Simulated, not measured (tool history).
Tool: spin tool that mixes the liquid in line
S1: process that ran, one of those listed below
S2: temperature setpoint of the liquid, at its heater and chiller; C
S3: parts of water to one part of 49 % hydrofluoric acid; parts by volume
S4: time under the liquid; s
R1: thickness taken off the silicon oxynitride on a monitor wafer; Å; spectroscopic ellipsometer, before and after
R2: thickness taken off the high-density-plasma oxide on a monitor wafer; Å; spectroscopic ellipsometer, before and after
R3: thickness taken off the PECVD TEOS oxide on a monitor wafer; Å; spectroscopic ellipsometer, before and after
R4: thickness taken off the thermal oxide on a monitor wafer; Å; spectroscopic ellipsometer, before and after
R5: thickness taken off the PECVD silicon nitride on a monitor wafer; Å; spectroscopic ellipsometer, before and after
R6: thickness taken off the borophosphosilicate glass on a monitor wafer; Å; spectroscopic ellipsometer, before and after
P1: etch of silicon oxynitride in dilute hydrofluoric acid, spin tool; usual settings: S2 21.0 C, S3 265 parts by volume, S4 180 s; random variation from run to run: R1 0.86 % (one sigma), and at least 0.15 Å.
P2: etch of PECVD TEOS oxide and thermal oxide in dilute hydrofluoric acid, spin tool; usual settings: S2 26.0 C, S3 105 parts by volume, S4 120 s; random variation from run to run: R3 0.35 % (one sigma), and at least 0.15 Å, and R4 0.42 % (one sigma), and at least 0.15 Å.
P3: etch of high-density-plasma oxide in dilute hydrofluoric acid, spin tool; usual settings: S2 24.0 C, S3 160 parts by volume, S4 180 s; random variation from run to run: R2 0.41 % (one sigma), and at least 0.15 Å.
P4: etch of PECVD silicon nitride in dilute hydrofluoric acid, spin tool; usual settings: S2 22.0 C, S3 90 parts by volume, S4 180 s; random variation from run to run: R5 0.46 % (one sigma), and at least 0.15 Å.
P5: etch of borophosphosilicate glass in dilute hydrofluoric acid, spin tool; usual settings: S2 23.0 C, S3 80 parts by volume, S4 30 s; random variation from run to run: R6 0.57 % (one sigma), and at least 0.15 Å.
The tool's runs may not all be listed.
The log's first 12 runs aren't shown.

run   hour  S1    S2   S3   S4      R1      R2       R3       R4       R5      R6
 13   71.4  P2  26.0   20  120                  618.160  346.210
 14   76.5  P5  23.0   80   30                                             229.71
 15   81.9  P2  26.0  105  120                  104.030   57.875
 16   86.6  P5  23.0   45   30                                             428.65
 17   90.6  P5  23.0   80   65                                             503.01
 18   97.6  P2  17.5  105  120                   74.402   41.454
     103.7  -- thermometer replaced
 19  104.8  P4  27.5   90  180                                     65.174
 20  108.9  P4  22.0   20  180                                    196.180
 21  114.0  P1  21.0  110  180  67.702
 22  118.4  P1  21.0  460  180  12.995
 23  125.1  P1  21.0  265  180  25.169
 24  130.4  P1  21.0  265  180  25.067
 25  136.7  P1  17.0  265  340  40.125
 26  143.2  P3  24.0  160   15          7.3956
 27  149.6  P5  17.5   80   30                                             184.75
 28  154.3  P1  27.5  265  180  32.682
 29  160.0  P2  26.0  105   25                   22.027   12.299
 30  163.6  P4  22.0   90  290                                     73.144
 31  169.2  P1  21.0  265  180  25.526
 32  174.4  P1  21.0  265  180  25.255
 33  178.3  P1  21.0  265  180  24.670

The next listed run, before its measurement:
 34  185.4  P1  21.0  265  180   ?

{"run 34": {"R1": 23.626}}
